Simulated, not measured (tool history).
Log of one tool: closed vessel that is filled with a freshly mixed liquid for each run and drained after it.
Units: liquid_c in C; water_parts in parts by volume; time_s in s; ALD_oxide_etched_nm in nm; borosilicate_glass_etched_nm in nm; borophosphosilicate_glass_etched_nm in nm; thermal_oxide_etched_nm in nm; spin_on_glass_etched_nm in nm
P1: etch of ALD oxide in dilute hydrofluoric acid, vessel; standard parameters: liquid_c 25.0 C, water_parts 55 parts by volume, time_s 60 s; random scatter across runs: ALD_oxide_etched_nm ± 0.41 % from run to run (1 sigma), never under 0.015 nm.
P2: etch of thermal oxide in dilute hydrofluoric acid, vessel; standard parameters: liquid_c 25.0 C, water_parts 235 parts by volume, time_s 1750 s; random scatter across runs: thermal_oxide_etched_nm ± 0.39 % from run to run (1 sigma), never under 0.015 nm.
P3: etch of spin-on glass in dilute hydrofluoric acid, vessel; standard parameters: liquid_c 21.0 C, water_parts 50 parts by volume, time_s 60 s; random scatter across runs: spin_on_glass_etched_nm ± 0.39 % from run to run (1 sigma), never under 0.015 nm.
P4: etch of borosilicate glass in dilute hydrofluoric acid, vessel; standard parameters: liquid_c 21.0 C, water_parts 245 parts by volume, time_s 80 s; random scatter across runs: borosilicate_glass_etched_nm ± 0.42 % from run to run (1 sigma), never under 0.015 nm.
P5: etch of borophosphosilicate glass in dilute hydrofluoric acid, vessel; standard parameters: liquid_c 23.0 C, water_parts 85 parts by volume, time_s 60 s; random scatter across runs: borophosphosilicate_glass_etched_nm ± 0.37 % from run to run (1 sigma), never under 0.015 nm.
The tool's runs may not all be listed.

run,hour,process,liquid_c,water_parts,time_s,hours since the thermometer was replaced,hours since the hydrofluoric acid flow meter was replaced,ALD_oxide_etched_nm,borosilicate_glass_etched_nm,borophosphosilicate_glass_etched_nm,thermal_oxide_etched_nm,spin_on_glass_etched_nm
1,4.0,P1,25.0,55,60,1982.4,1078.3,26.799,,,,
2,11.0,P4,17.0,245,80,1989.4,1085.3,,5.365,,,
3,17.2,P5,23.0,85,60,1995.6,1091.5,,,37.330,,
4,21.1,P2,25.0,430,1750,1999.5,1095.4,,,,13.755,
5,28.0,P2,25.0,235,1750,2006.4,1102.3,,,,30.393,
6,33.9,P1,25.0,20,60,2012.3,1108.2,77.146,,,,
7,40.8,P1,25.0,55,60,2019.2,1115.1,26.615,,,,
8,46.9,P1,28.5,55,30,2025.3,1121.2,15.271,,,,
9,52.4,P4,21.0,245,30,2030.8,1126.7,,2.351,,,
10,56.3,P1,25.0,55,115,2034.7,1130.6,51.112,,,,
11,64.0,P3,21.0,50,60,2042.4,1138.3,,,,,79.345
12,70.0,P5,30.5,85,60,2048.4,1144.3,,,50.292,,
13,76.8,P2,25.0,235,2975,2055.2,1151.1,,,,51.659,
14,80.5,P1,25.0,90,60,2058.9,1154.8,15.659,,,,
15,87.6,P5,23.0,130,60,2066.0,1161.9,,,23.246,,
16,92.3,P5,23.0,85,60,2070.7,1166.6,,,37.581,,
17,96.5,P3,29.0,50,60,2074.9,1170.8,,,,,109.730
18,104.4,P1,25.0,35,110,2082.8,1178.7,78.601,,,,
19,110.1,P5,23.0,85,90,2088.5,1184.4,,,56.150,,
20,114.0,P3,21.0,20,60,2092.4,1188.3,,,,,204.360
21,117.7,P4,21.0,45,80,2096.1,1192.0,,42.633,,,
22,121.2,P1,31.5,55,60,2099.6,1195.5,34.521,,,,
23,127.6,P1,25.0,55,60,2106.0,1201.9,26.775,,,,
24,133.5,P2,17.0,235,1750,2111.9,1207.8,,,,22.623,
25,137.5,P3,21.0,50,110,2115.9,1211.8,,,,,144.680
26,141.1,P1,18.0,55,60,2119.5,1215.4,19.872,,,,
27,146.5,P1,25.0,55,30,2124.9,1220.8,13.316,,,,
28,151.1,P4,21.0,245,80,2129.5,1225.4,,6.312,,,

Forecast run 29:
29,155.7,P1,25.0,55,60,2134.1,1230.0,?,,,,

ALD_oxide_etched_nm: 26.502 nm

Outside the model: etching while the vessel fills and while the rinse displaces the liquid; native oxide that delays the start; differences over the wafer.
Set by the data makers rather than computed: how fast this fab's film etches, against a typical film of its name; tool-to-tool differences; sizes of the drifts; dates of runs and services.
